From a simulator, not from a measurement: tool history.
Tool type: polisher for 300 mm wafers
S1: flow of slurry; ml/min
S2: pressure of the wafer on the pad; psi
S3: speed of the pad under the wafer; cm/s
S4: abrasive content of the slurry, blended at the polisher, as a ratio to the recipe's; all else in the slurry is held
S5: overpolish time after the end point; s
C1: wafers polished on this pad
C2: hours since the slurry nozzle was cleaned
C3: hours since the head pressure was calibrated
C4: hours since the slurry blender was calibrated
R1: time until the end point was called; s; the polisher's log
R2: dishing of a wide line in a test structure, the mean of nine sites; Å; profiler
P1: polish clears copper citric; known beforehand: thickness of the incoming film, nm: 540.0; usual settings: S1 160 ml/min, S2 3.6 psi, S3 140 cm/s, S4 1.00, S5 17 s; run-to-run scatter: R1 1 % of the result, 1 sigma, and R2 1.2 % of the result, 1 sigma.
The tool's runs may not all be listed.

| run | hour | S1 | S2 | S3 | S4 | S5 | C1 | C2 | C3 | C4 | R1 | R2 |
|---|---|---|---|---|---|---|---|---|---|---|---|---|
| 1 | 3.7 | 160 | 3.6 | 140 | 1.00 | 17 | 242 | 70.0 | 750.0 | 138.4 | 150.030 | 443.45 |
| 2 | 8.2 | 160 | 3.6 | 140 | 1.00 | 17 | 276 | 74.5 | 754.5 | 142.9 | 152.140 | 447.91 |
| 3 | 11.6 | 160 | 3.6 | 140 | 1.00 | 32 | 302 | 77.9 | 757.9 | 146.3 | 149.160 | 761.05 |
| 4 | 16.0 | 160 | 3.6 | 140 | 1.00 | 17 | 336 | 82.3 | 762.3 | 150.7 | 150.590 | 455.55 |
| 5 | 19.4 | 160 | 4.9 | 94 | 1.00 | 17 | 361 | 85.7 | 765.7 | 154.1 | 166.480 | 422.61 |
| 6 | 22.7 | 95 | 3.6 | 140 | 1.00 | 17 | 387 | 89.0 | 769.0 | 157.4 | 167.500 | 420.79 |
| 7 | 27.4 | 160 | 3.6 | 140 | 1.00 | 17 | 422 | 93.7 | 773.7 | 162.1 | 150.450 | 452.24 |
| 8 | 31.0 | 160 | 3.6 | 140 | 1.00 | 17 | 450 | 97.3 | 777.3 | 165.7 | 149.730 | 450.44 |
| 9 | 33.7 | 95 | 1.6 | 140 | 1.00 | 17 | 470 | 100.0 | 780.0 | 168.4 | 378.270 | 195.38 |
| 10 | 37.6 | 160 | 3.6 | 140 | 1.00 | 5 | 500 | 103.9 | 783.9 | 172.3 | 149.680 | 145.90 |
| 11 | 42.2 | 160 | 3.6 | 140 | 0.75 | 17 | 535 | 108.5 | 788.5 | 176.9 | 158.150 | 435.29 |
| 12 | 44.6 | 160 | 5.1 | 140 | 1.00 | 17 | 553 | 110.9 | 790.9 | 179.3 | 105.670 | 615.87 |
| 13 | 49.0 | 160 | 3.6 | 140 | 1.35 | 17 | 587 | 115.3 | 795.3 | 183.7 | 141.720 | 461.30 |
| 14 | 51.9 | 160 | 1.6 | 140 | 1.00 | 17 | 609 | 118.2 | 798.2 | 186.6 | 329.540 | 213.76 |
| 15 | 55.9 | 210 | 3.6 | 140 | 1.00 | 17 | 639 | 122.2 | 802.2 | 190.6 | 145.220 | 467.55 |
| 16 | 59.1 | 160 | 3.6 | 210 | 1.00 | 17 | 664 | 125.4 | 805.4 | 193.8 | 99.661 | 621.07 |
| 17 | 63.0 | 160 | 3.6 | 96 | 1.00 | 17 | 693 | 129.3 | 809.3 | 197.7 | 213.570 | 324.34 |
| 18 | 66.0 | 160 | 3.6 | 140 | 1.00 | 17 | 716 | 132.3 | 812.3 | 200.7 | 147.920 | 447.02 |
| 19 | 69.2 | 160 | 3.6 | 140 | 1.00 | 17 | 741 | 135.5 | 815.5 | 203.9 | 152.710 | 447.49 |
| 20 | 73.7 | 160 | 3.6 | 140 | 1.00 | 17 | 775 | 140.0 | 820.0 | 208.4 | 155.390 | 426.93 |
| 21 | 77.0 | 160 | 3.6 | 140 | 1.00 | 17 | 800 | 143.3 | 823.3 | 211.7 | 158.150 | 429.88 |
|  | 81.4 | head pressure recalibrated |
| 22 | 81.8 | 160 | 3.6 | 140 | 1.00 | 17 | 837 | 148.1 | 0.4 | 216.5 | 160.650 | 430.94 |
|  | 84.9 | worn pad replaced by a new one |
| 23 | 85.6 | 160 | 3.6 | 140 | 1.00 | 17 | 5 | 151.9 | 4.2 | 220.3 | 160.430 | 430.72 |
| 24 | 88.9 | 160 | 3.6 | 140 | 1.00 | 17 | 30 | 155.2 | 7.5 | 223.6 | 161.680 | 431.44 |
| 25 | 93.5 | 160 | 3.6 | 140 | 1.00 | 17 | 65 | 159.8 | 12.1 | 228.2 | 158.390 | 417.86 |

P1 no longer gives what it gave before; its output has crept away from where it was. The following 2 causes, each at its listed size, fit the log equally well:
A: abrasive missing from the slurry, % = 30
B: slurry flow missing at the pad, % = 31.9
The gradual shift began around hour 66.0.
Why every other cause is out:
removal rate lost through wear of the pad, %: work on it at hour 84.9, done after the drift set in, did not restore what the process gave before
head's pressure below its setpoint, %: work on it at hour 81.4, done after the drift set in, did not restore what the process gave before

You are offered 4 check runs, listed below with question marks in place of their results; each one averages 3 wafers. Which run separates the listed causes by giving clearly different results for each?
| check 1 | 98.1 | 160 | 2.4 | 140 | 1.00 | 8 |  |  |  |  | ? | ? |
| check 2 | 98.1 | 160 | 3.6 | 140 | 1.35 | 30 |  |  |  |  | ? | ? |
| check 3 | 98.1 | 160 | 3.6 | 98 | 1.00 | 17 |  |  |  |  | ? | ? |
| check 4 | 98.1 | 95 | 3.6 | 198 | 1.00 | 17 |  |  |  |  | ? | ? |

Outcome of each check run for each possible cause:
| check | result | if A | if B |
|---|---|---|---|
| check 1 | R1 | 240.050 | 240.040 |
| check 1 | R2 | 145.26 | 145.27 |
| check 2 | R1 | 151.390 | 150.970 |
| check 2 | R2 | 707.17 | 708.67 |
| check 3 | R1 | 228.850 | 228.840 |
| check 3 | R2 | 309.36 | 309.38 |
| check 4 | R1 | 127.550 | 133.240 |
| check 4 | R2 | 514.66 | 496.21 |
Smallest distance between any two causes, each pair judged by its most separating result, in per cent: check 1 0.01 %; check 2 0.28 %; check 3 0.01 %; check 4 4.36 %
The causes can be told apart only by check 4. The other checks would give nearly the same results under each of them.

Check 4 has now been run. It gave: R1 132.450 s; R2 496.96 Å. Which of the candidate causes is it?

B is the cause: slurry flow missing at the pad, %.
